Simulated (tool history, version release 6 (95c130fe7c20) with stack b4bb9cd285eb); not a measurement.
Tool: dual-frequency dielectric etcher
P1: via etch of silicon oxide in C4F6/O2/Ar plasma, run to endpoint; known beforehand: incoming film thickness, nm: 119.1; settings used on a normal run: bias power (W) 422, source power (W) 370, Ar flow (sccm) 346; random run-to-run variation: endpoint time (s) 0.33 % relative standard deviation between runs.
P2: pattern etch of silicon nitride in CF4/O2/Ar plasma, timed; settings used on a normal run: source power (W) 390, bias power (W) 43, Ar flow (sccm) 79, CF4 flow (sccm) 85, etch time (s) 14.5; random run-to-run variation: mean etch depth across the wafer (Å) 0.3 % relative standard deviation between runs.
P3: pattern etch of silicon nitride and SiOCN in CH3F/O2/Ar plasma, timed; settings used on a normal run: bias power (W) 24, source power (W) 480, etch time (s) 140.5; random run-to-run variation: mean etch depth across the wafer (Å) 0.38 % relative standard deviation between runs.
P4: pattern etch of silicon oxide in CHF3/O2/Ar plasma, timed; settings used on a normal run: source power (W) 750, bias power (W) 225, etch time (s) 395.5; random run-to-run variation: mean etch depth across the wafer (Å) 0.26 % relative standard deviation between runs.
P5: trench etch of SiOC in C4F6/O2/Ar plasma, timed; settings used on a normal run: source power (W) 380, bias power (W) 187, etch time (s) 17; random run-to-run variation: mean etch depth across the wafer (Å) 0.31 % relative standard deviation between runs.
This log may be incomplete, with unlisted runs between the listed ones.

run	hour	process that ran	bias power (W)	source power (W)	Ar flow (sccm)	etch time (s)	CF4 flow (sccm)	endpoint time (s)	mean etch depth across the wafer (Å)
1	5.1	P1	422	370	346			29.386	
2	11.4	P3	24	480		140.5			211.43
3	17.9	P1	350	450	346			29.071	
4	24.7	P2	43	390	79	14.5	105		227.45
5	30.8	P5	117	380		17			296.33
6	38	P3	34	480		140.5			246.87
7	44.2	P5	187	380		23.5			472.95
8	49.6	P3	24	480		193.5			291.23
9	54.7	P5	187	380		17			341.31
10	58	P2	43	390	79	8	85		122.2
11	62.1	P1	422	260	346			33.282	
12	67.3	P4	225	500		395.5			7932
# hour 71.8: source power generator calibrated
13	71.8	P1	276	370	346			34.093	
14	77	P2	43	390	79	14.5	85		220.34
15	81.5	P2	43	390	108	14.5	85		211.83
16	88.8	P1	422	300	217			29.82	
17	94.5	P1	422	370	346			29.248	
18	99.1	P2	43	290	79	14.5	85		171.64
19	104.2	P5	187	520		17			385.63
20	108.5	P1	422	370	346			29.194	
21	115.1	P4	182	750		395.5			8592
22	122.2	P1	527	370	284			26.21	
23	125.7	P4	225	750		395.5			9261.7
24	130.2	P2	26	390	79	14.5	85		186.52
25	135.9	P1	578	370	346			25.942	
26	139.7	P1	422	370	229			28.005	
27	146	P4	225	750		217.5			5087.6
28	150.3	P1	422	370	467			30.251	
29	153.8	P1	422	370	346			29.437	
30	160.1	P1	422	460	346			26.904	
31	167.2	P3	24	590		140.5			227.21
32	173	P1	422	370	346			29.191	
33	176.5	P1	422	370	346			29.357	
34	180.1	P1	422	370	346			29.396	
35	184.1	P1	422	370	346			29.477	
36	190.3	P1	422	370	346			29.74	
# hour 195.6: Ar flow controller replaced
37	196.7	P1	422	370	346			29.616	
# hour 197.5: wet clean of the chamber
38	200.5	P1	422	370	346			29.705	
39	206.6	P1	422	370	346			29.802	
40	210.5	P1	422	370	346			29.692	
41	214.3	P1	422	370	346			29.697	

What P1 gives has crept off from where it sat before. The 2 causes that follow fit the log equally well, each at the size noted:
A: source power that arrives under what is set, % = 4.35
B: bias power that arrives under what is set, % = 4.42
The onset of the drift is placed at about hour 173.
Excluded causes, each with its reason:
chamber walls in a state that lowers the etch rate, %: work on it at hour 197.5, done after the drift set in, did not restore what the process gave before
Ar flow that arrives over what is set, %: work on it at hour 195.6, done after the drift set in, did not restore what the process gave before

The check runs listed below each take one wafer, and their results are still question marks. Under which run would the listed causes lead to clearly different results?
check 1	218.1	P5	187	380		17			?
check 2	218.1	P2	43	390	79	14.5	85		?
check 3	218.1	P3	24	480		140.5			?
check 4	218.1	P4	225	750		395.5			?

Predicted outcomes, by check and by cause:
check	result	if A	if B
check 1	mean etch depth across the wafer (Å)	336.59	337.55
check 2	mean etch depth across the wafer (Å)	212.42	217.23
check 3	mean etch depth across the wafer (Å)	207.94	206.96
check 4	mean etch depth across the wafer (Å)	9082.3	9094.1
Minimum pairwise separation of causes per check, each pair taken at its best-separating result: check 1 0.28 %; check 2 2.24 %; check 3 0.47 %; check 4 0.13 %
The causes can be told apart only by check 2. The other checks would give nearly the same results under each of them.

Here is what check 2 returned: mean etch depth across the wafer (Å) 212.36. Which cause is it?

It was cause A: source power that arrives under what is set, %.
